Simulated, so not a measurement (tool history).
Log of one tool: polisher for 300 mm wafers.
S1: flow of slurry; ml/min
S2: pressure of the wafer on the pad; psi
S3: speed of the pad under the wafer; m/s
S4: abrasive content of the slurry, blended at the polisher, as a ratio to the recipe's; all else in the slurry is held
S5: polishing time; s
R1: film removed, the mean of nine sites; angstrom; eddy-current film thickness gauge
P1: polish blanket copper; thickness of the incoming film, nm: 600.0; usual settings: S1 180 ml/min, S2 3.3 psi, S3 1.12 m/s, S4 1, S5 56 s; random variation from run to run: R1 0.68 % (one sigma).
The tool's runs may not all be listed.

{"run": 1, "hour": 6.1, "S1": 180, "S2": 3.3, "S3": 1.12, "S4": 1, "S5": 56, "R1": 2113.5}
{"run": 2, "hour": 17.2, "S1": 285, "S2": 3.3, "S3": 1.12, "S4": 1, "S5": 56, "R1": 2224.6}
{"run": 3, "hour": 25.2, "S1": 180, "S2": 1.5, "S3": 1.12, "S4": 1, "S5": 56, "R1": 947.23}
{"run": 4, "hour": 35.3, "S1": 180, "S2": 3.3, "S3": 1.12, "S4": 0.65, "S5": 56, "R1": 1935.5}
{"run": 5, "hour": 40.7, "S1": 180, "S2": 3.3, "S3": 1.12, "S4": 1, "S5": 56, "R1": 2121.3}
{"run": 6, "hour": 47.7, "S1": 180, "S2": 4.5, "S3": 1.12, "S4": 1, "S5": 56, "R1": 2896.1}
{"run": 7, "hour": 58.6, "S1": 180, "S2": 3.3, "S3": 1.12, "S4": 1, "S5": 82, "R1": 3148.5}
{"run": 8, "hour": 67.3, "S1": 180, "S2": 3.3, "S3": 1.12, "S4": 1, "S5": 56, "R1": 2112.7}
{"run": 9, "hour": 77.4, "S1": 180, "S2": 3.3, "S3": 1.12, "S4": 1, "S5": 56, "R1": 2144.8}
{"run": 10, "hour": 87.1, "S1": 180, "S2": 3.3, "S3": 1.12, "S4": 1.35, "S5": 56, "R1": 2279.7}
{"run": 11, "hour": 93.9, "S1": 180, "S2": 3.3, "S3": 0.5, "S4": 1, "S5": 56, "R1": 940.28}
{"run": 12, "hour": 100.5, "S1": 180, "S2": 3.3, "S3": 1.12, "S4": 1, "S5": 56, "R1": 2097.4}
{"run": 13, "hour": 108.0, "S1": 245, "S2": 3.3, "S3": 1.12, "S4": 0.65, "S5": 56, "R1": 2007.9}
{"run": 14, "hour": 118.9, "S1": 180, "S2": 3.3, "S3": 1.72, "S4": 1, "S5": 56, "R1": 3272.6}
{"run": 15, "hour": 128.7, "S1": 110, "S2": 3.3, "S3": 1.12, "S4": 1, "S5": 56, "R1": 1934.2}
{"run": 16, "hour": 139.8, "S1": 180, "S2": 3.3, "S3": 1.12, "S4": 1, "S5": 39, "R1": 1484.9}
{"run": 17, "hour": 146.2, "S1": 180, "S2": 3.3, "S3": 1.12, "S4": 1, "S5": 56, "R1": 2119.1}
{"run": 18, "hour": 152.8, "S1": 180, "S2": 3.3, "S3": 1.12, "S4": 1, "S5": 56, "R1": 2115.9}
{"run": 19, "hour": 157.7, "S1": 180, "S2": 3.3, "S3": 1.12, "S4": 1, "S5": 56, "R1": 2098.5}
{"run": 20, "hour": 166.5, "S1": 180, "S2": 3.3, "S3": 1.12, "S4": 1, "S5": 56, "R1": 2049.1}
{"run": 21, "hour": 175.1, "S1": 180, "S2": 3.3, "S3": 1.12, "S4": 1, "S5": 56, "R1": 2026}

Forecast run 22:
{"run": 22, "hour": 184.6, "S1": 180, "S2": 3.3, "S3": 1.12, "S4": 1, "S5": 56, "R1": "?"}

{"run 22": {"R1": 1991.1}}
